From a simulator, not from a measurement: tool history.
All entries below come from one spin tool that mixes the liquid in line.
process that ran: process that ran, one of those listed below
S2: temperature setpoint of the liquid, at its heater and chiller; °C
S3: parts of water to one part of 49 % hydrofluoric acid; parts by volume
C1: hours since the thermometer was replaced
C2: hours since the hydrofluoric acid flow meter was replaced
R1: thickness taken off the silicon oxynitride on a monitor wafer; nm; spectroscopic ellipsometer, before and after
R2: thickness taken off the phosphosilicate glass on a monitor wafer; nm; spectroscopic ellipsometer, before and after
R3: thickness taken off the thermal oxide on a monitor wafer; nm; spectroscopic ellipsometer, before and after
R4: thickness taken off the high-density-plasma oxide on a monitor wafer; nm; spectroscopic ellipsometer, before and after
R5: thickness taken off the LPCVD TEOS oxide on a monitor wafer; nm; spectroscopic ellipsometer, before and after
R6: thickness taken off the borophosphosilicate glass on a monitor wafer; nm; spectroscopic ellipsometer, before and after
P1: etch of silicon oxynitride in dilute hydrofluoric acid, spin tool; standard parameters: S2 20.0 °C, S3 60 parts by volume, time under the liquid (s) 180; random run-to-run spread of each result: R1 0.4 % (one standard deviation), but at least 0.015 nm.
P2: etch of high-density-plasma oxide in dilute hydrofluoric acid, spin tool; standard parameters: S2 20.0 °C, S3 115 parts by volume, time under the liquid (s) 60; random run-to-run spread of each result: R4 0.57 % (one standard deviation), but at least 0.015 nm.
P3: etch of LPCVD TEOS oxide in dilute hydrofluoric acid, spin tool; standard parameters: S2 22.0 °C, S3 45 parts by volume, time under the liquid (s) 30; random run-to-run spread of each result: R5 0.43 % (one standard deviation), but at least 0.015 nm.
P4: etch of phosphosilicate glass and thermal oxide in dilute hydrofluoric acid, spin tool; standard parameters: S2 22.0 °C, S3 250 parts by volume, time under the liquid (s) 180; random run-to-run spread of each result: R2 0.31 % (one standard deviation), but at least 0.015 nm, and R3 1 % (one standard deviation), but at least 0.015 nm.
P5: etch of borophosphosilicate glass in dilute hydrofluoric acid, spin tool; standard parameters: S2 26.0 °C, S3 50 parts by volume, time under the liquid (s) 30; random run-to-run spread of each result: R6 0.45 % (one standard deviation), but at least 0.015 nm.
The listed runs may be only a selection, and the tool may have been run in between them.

Run 1, hour 13.1: process that ran P1, S2 20.0 °C, S3 60 parts by volume, time under the liquid (s) 180; C1 401.7; C2 981.4. Result: R1 6.2127 nm.
Run 2, hour 24.3: process that ran P4, S2 22.0 °C, S3 250 parts by volume, time under the liquid (s) 270; C1 412.9; C2 992.6. Result: R2 60.077 nm, R3 3.8716 nm.
Run 3, hour 38.9: process that ran P2, S2 20.0 °C, S3 115 parts by volume, time under the liquid (s) 25; C1 427.5; C2 1007.2. Result: R4 1.8212 nm.
Run 4, hour 47.9: process that ran P3, S2 22.0 °C, S3 45 parts by volume, time under the liquid (s) 30; C1 436.5; C2 1016.2. Result: R5 32.730 nm.
Run 5, hour 63.9: process that ran P1, S2 17.0 °C, S3 60 parts by volume, time under the liquid (s) 180; C1 452.5; C2 1032.2. Result: R1 5.3589 nm.
At hour 75.8: hydrofluoric acid flow meter replaced.
Run 6, hour 80.1: process that ran P1, S2 20.0 °C, S3 60 parts by volume, time under the liquid (s) 180; C1 468.7; C2 4.3. Result: R1 6.2422 nm.
Run 7, hour 91.6: process that ran P3, S2 22.0 °C, S3 45 parts by volume, time under the liquid (s) 65; C1 480.2; C2 15.8. Result: R5 71.442 nm.
Run 8, hour 105.5: process that ran P2, S2 17.0 °C, S3 115 parts by volume, time under the liquid (s) 60; C1 494.1; C2 29.7. Result: R4 3.8935 nm.
Run 9, hour 117.8: process that ran P1, S2 27.0 °C, S3 60 parts by volume, time under the liquid (s) 180; C1 506.4; C2 42.0. Result: R1 8.7253 nm.
Run 10, hour 126.7: process that ran P4, S2 22.0 °C, S3 460 parts by volume, time under the liquid (s) 180; C1 515.3; C2 50.9. Result: R2 18.102 nm, R3 1.1524 nm.
Run 11, hour 136.4: process that ran P5, S2 26.0 °C, S3 50 parts by volume, time under the liquid (s) 55; C1 525.0; C2 60.6. Result: R6 77.063 nm.
Run 12, hour 147.8: process that ran P1, S2 25.0 °C, S3 60 parts by volume, time under the liquid (s) 45; C1 536.4; C2 72.0. Result: R1 1.9685 nm.
Run 13, hour 164.5: process that ran P3, S2 22.0 °C, S3 45 parts by volume, time under the liquid (s) 30; C1 553.1; C2 88.7. Result: R5 32.886 nm.
Run 14, hour 181.4: process that ran P1, S2 20.0 °C, S3 20 parts by volume, time under the liquid (s) 180; C1 570.0; C2 105.6. Result: R1 19.1140 nm.
Run 15, hour 194.9: process that ran P1, S2 20.0 °C, S3 60 parts by volume, time under the liquid (s) 305; C1 583.5; C2 119.1. Result: R1 10.5070 nm.
Run 16, hour 203.5: process that ran P4, S2 22.0 °C, S3 250 parts by volume, time under the liquid (s) 180; C1 592.1; C2 127.7. Result: R2 40.186 nm, R3 2.5253 nm.
Run 17, hour 219.5: process that ran P5, S2 26.0 °C, S3 20 parts by volume, time under the liquid (s) 30; C1 608.1; C2 143.7. Result: R6 110.020 nm.
Run 18, hour 228.3: process that ran P3, S2 22.0 °C, S3 20 parts by volume, time under the liquid (s) 30; C1 616.9; C2 152.5. Result: R5 76.361 nm.
Run 19, hour 236.7: process that ran P1, S2 20.0 °C, S3 60 parts by volume, time under the liquid (s) 180; C1 625.3; C2 160.9. Result: R1 6.2050 nm.
Run 20, hour 248.4: process that ran P5, S2 26.0 °C, S3 50 parts by volume, time under the liquid (s) 30; C1 637.0; C2 172.6. Result: R6 41.666 nm.
Run 21, hour 265.0: process that ran P2, S2 20.0 °C, S3 25 parts by volume, time under the liquid (s) 60; C1 653.6; C2 189.2. Result: R4 22.5510 nm.
Run 22, hour 274.0: process that ran P1, S2 20.0 °C, S3 60 parts by volume, time under the liquid (s) 55; C1 662.6; C2 198.2. Result: R1 1.9286 nm.
Run 23, hour 292.0: process that ran P5, S2 29.5 °C, S3 50 parts by volume, time under the liquid (s) 30; C1 680.6; C2 216.2. Result: R6 48.144 nm.
Run 24, hour 307.0: process that ran P1, S2 20.0 °C, S3 110 parts by volume, time under the liquid (s) 180; C1 695.6; C2 231.2. Result: R1 3.2919 nm.
Run 25, hour 318.1: process that ran P4, S2 27.5 °C, S3 250 parts by volume, time under the liquid (s) 180; C1 706.7; C2 242.3. Result: R2 48.654 nm, R3 3.1475 nm.
Run 26, hour 328.0: process that ran P1, S2 20.0 °C, S3 20 parts by volume, time under the liquid (s) 275; C1 716.6; C2 252.2. Result: R1 29.0720 nm.
Run 27, hour 337.7: process that ran P1, S2 17.0 °C, S3 30 parts by volume, time under the liquid (s) 180; C1 726.3; C2 261.9. Result: R1 10.9100 nm.
Run 28, hour 345.8: process that ran P3, S2 27.0 °C, S3 45 parts by volume, time under the liquid (s) 30; C1 734.4; C2 270.0. Result: R5 40.339 nm.
Run 29, hour 356.7: process that ran P1, S2 20.0 °C, S3 60 parts by volume, time under the liquid (s) 180; C1 745.3; C2 280.9. Result: R1 6.2550 nm.
Run 30, hour 371.8: process that ran P2, S2 20.0 °C, S3 115 parts by volume, time under the liquid (s) 60; C1 760.4; C2 296.0. Result: R4 4.4131 nm.
Run 31, hour 387.3: process that ran P2, S2 20.0 °C, S3 115 parts by volume, time under the liquid (s) 60; C1 775.9; C2 311.5. Result: R4 4.4389 nm.
Run 32, hour 401.5: process that ran P5, S2 26.0 °C, S3 50 parts by volume, time under the liquid (s) 30; C1 790.1; C2 325.7. Result: R6 41.939 nm.
Run 33, hour 414.8: process that ran P1, S2 20.0 °C, S3 60 parts by volume, time under the liquid (s) 180; C1 803.4; C2 339.0. Result: R1 6.2240 nm.
Run 34, hour 432.2: process that ran P1, S2 20.0 °C, S3 60 parts by volume, time under the liquid (s) 180; C1 820.8; C2 356.4. Result: R1 6.4323 nm.
Run 35, hour 446.0: process that ran P1, S2 20.0 °C, S3 60 parts by volume, time under the liquid (s) 180; C1 834.6; C2 370.2. Result: R1 6.5868 nm.
Run 36, hour 454.0: process that ran P1, S2 20.0 °C, S3 60 parts by volume, time under the liquid (s) 180; C1 842.6; C2 378.2. Result: R1 6.6170 nm.
Run 37, hour 470.8: process that ran P1, S2 20.0 °C, S3 60 parts by volume, time under the liquid (s) 180; C1 859.4; C2 395.0. Result: R1 6.6347 nm.
Run 38, hour 487.3: process that ran P1, S2 20.0 °C, S3 60 parts by volume, time under the liquid (s) 180; C1 875.9; C2 411.5. Result: R1 6.6726 nm.
Run 39, hour 497.2: process that ran P1, S2 20.0 °C, S3 60 parts by volume, time under the liquid (s) 180; C1 885.8; C2 421.4. Result: R1 6.6518 nm.

Compared with where it was, what P1 gives has crept away. Each cause listed below fits the log as well as the rest, at the size given for it:
A: hydrofluoric acid flow above the setpoint (%) = 6.56
B: liquid hotter than its thermometer reads (K) = 1.33
The drift started at roughly hour 414.8.

Consider the 4 single-wafer check runs listed below, results given as question marks: which one distinguishes between the causes by giving clearly different results for each?
Run check 1, hour 507.1: process that ran P2, S2 20.0 °C, S3 25 parts by volume, time under the liquid (s) 60. Result: R4 ?.
Run check 2, hour 507.1: process that ran P5, S2 26.0 °C, S3 20 parts by volume, time under the liquid (s) 30. Result: R6 ?.
Run check 3, hour 507.1: process that ran P4, S2 25.0 °C, S3 380 parts by volume, time under the liquid (s) 180. Result: R2 ?, R3 ?.
Run check 4, hour 507.1: process that ran P3, S2 22.0 °C, S3 25 parts by volume, time under the liquid (s) 55. Result: R5 ?.

Expected result of each check under each candidate cause:
  check  result     if A     if B
check 1      R4  24.0510  23.8560
check 2      R6  116.970  115.780
check 3      R2   28.211   27.044
check 3      R3   1.8113   1.7364
check 4      R5  118.890  117.810
Separation of the two closest causes in each check, using whichever result separates them best: check 1 0.82 %; check 2 1.02 %; check 3 4.22 %; check 4 0.91 %
The other checks would show nearly matching results whichever cause is true, so check 3 is the only one that separates the causes.

Then check 3 was run and gave: R2 26.998 nm; R3 1.6827 nm. Which cause is it?

It was cause B: liquid hotter than its thermometer reads (K).
